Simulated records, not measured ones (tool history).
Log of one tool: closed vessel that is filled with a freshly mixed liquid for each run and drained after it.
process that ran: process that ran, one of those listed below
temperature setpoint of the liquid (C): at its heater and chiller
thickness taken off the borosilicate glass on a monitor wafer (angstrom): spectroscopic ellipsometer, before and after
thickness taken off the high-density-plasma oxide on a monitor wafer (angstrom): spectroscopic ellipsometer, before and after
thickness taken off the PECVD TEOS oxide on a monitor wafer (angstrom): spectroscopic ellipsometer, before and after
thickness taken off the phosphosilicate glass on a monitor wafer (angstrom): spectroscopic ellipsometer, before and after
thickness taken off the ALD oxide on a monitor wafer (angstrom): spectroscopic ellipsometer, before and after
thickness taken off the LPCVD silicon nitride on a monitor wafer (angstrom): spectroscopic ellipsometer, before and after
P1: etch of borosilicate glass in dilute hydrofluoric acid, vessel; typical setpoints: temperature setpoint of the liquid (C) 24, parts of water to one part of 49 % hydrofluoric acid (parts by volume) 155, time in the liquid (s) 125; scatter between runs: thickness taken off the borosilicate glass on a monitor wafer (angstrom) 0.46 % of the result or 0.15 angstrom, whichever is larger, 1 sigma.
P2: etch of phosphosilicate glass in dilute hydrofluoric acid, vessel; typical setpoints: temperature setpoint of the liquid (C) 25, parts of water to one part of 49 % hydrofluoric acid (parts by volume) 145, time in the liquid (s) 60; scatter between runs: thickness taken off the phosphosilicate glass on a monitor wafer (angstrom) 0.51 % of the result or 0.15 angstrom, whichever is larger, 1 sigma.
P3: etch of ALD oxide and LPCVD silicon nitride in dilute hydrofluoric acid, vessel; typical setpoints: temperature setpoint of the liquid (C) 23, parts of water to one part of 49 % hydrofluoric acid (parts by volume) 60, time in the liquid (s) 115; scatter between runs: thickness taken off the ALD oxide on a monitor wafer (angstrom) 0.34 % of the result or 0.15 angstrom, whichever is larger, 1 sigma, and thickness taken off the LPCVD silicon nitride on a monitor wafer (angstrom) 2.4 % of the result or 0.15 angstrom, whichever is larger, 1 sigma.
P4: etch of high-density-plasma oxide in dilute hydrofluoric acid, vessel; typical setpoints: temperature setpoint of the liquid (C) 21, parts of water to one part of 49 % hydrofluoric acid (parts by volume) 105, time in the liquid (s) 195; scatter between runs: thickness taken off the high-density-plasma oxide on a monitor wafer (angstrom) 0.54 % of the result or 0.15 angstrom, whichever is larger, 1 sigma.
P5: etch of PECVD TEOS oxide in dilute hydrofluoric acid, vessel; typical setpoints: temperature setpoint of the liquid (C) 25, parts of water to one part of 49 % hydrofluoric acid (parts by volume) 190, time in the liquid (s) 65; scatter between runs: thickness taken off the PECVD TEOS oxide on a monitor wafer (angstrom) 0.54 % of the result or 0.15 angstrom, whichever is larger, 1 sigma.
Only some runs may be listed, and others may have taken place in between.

run	hour	process that ran	temperature setpoint of the liquid (C)	parts of water to one part of 49 % hydrofluoric acid (parts by volume)	time in the liquid (s)	thickness taken off the borosilicate glass on a monitor wafer (angstrom)	thickness taken off the high-density-plasma oxide on a monitor wafer (angstrom)	thickness taken off the PECVD TEOS oxide on a monitor wafer (angstrom)	thickness taken off the phosphosilicate glass on a monitor wafer (angstrom)	thickness taken off the ALD oxide on a monitor wafer (angstrom)	thickness taken off the LPCVD silicon nitride on a monitor wafer (angstrom)
1	6.1	P1	24	155	125	226.25					
2	10.6	P1	29.5	155	125	278.72					
3	16.8	P1	24	155	125	226.11					
4	20.4	P4	21	105	195		82.916				
5	24	P5	25	65	65			306.79			
6	27.5	P2	25	145	60				245.17		
7	32.9	P5	17	190	65			65.704			
8	38.2	P4	21	30	195		321.79				
9	42.9	P5	25	190	30			42.099			
10	48.2	P1	24	275	55	49.739					
11	52.1	P1	24	155	50	90.346					
12	55.4	P1	24	35	125	1163.8					
13	61.1	P1	24	260	125	121.21					
14	64.2	P2	25	145	30				123.45		
15	71	P1	17.5	155	70	97.632					
16	75.9	P2	25	145	60				245.28		
17	81	P4	21	105	330		141.6				
18	87.8	P3	23	30	115					914.62	16.966
19	91.7	P3	23	60	115					440.22	8.9251
20	97.1	P3	23	60	115					438.47	9.0068
21	102.2	P1	24	155	125	227.14					
22	108.6	P5	25	190	65			91.184			
23	112	P2	33.5	145	60				336.79		
24	118	P1	24	155	250	451.76					
25	122	P4	29	105	195		113.28				
26	128.6	P2	25	40	60				1025.5		
27	134.5	P1	17.5	155	125	176.33					
28	139	P1	29.5	155	225	497.41					
29	144	P1	24	155	125	226.72					
30	147.4	P3	28	60	115					538.7	12.579
31	151.3	P3	23	60	200					762.31	15.699
32	156.3	P1	24	155	125	224.83					
33	161.4	P1	24	155	125	220.67					
34	166.4	P1	24	155	125	215.73					
35	171.5	P1	24	155	125	215.72					
36	174.7	P1	24	155	125	213.77					
37	178.5	P1	24	155	125	211.79					
38	184.4	P1	24	155	125	214.03					
39	190	P1	24	155	125	212.08					
40	195	P1	24	155	125	212.11					

What P1 gives has crept away from where it was. These 2 causes fit the log equally well, each at the size given:
A: liquid colder than its thermometer reads (K) = 1.75
B: hydrofluoric acid flow below the setpoint (%) = 5.51
The process output started creeping at around hour 156.3.

You are offered 4 check runs, listed below with question marks in place of their results; each one averages 5 wafers. Which run separates the listed causes by giving clearly different results for each?
check 1	200	P2	31	145	30				?		
check 2	200	P3	23	60	170					?	?
check 3	200	P5	17.5	190	65			?			
check 4	200	P4	28	75	195		?				

What every check run would give for each of its results, assuming each possible cause in turn:
check	result	if A	if B
check 1	thickness taken off the phosphosilicate glass on a monitor wafer (angstrom)	144.53	143.82
check 2	thickness taken off the ALD oxide on a monitor wafer (angstrom)	605.09	612.02
check 2	thickness taken off the LPCVD silicon nitride on a monitor wafer (angstrom)	11.956	12.741
check 3	thickness taken off the PECVD TEOS oxide on a monitor wafer (angstrom)	63.509	63.729
check 4	thickness taken off the high-density-plasma oxide on a monitor wafer (angstrom)	149.51	150.41
Minimum pairwise separation of causes per check, each pair taken at its best-separating result: check 1 0.5 %; check 2 6.36 %; check 3 0.35 %; check 4 0.6 %
The other checks would show nearly matching results whichever cause is true, so check 2 is the only one that separates the causes.

Check 2 has now been run. It gave: thickness taken off the ALD oxide on a monitor wafer (angstrom) 610.87; thickness taken off the LPCVD silicon nitride on a monitor wafer (angstrom) 12.76. Which of the candidate causes is it?

It was cause B: hydrofluoric acid flow below the setpoint (%).
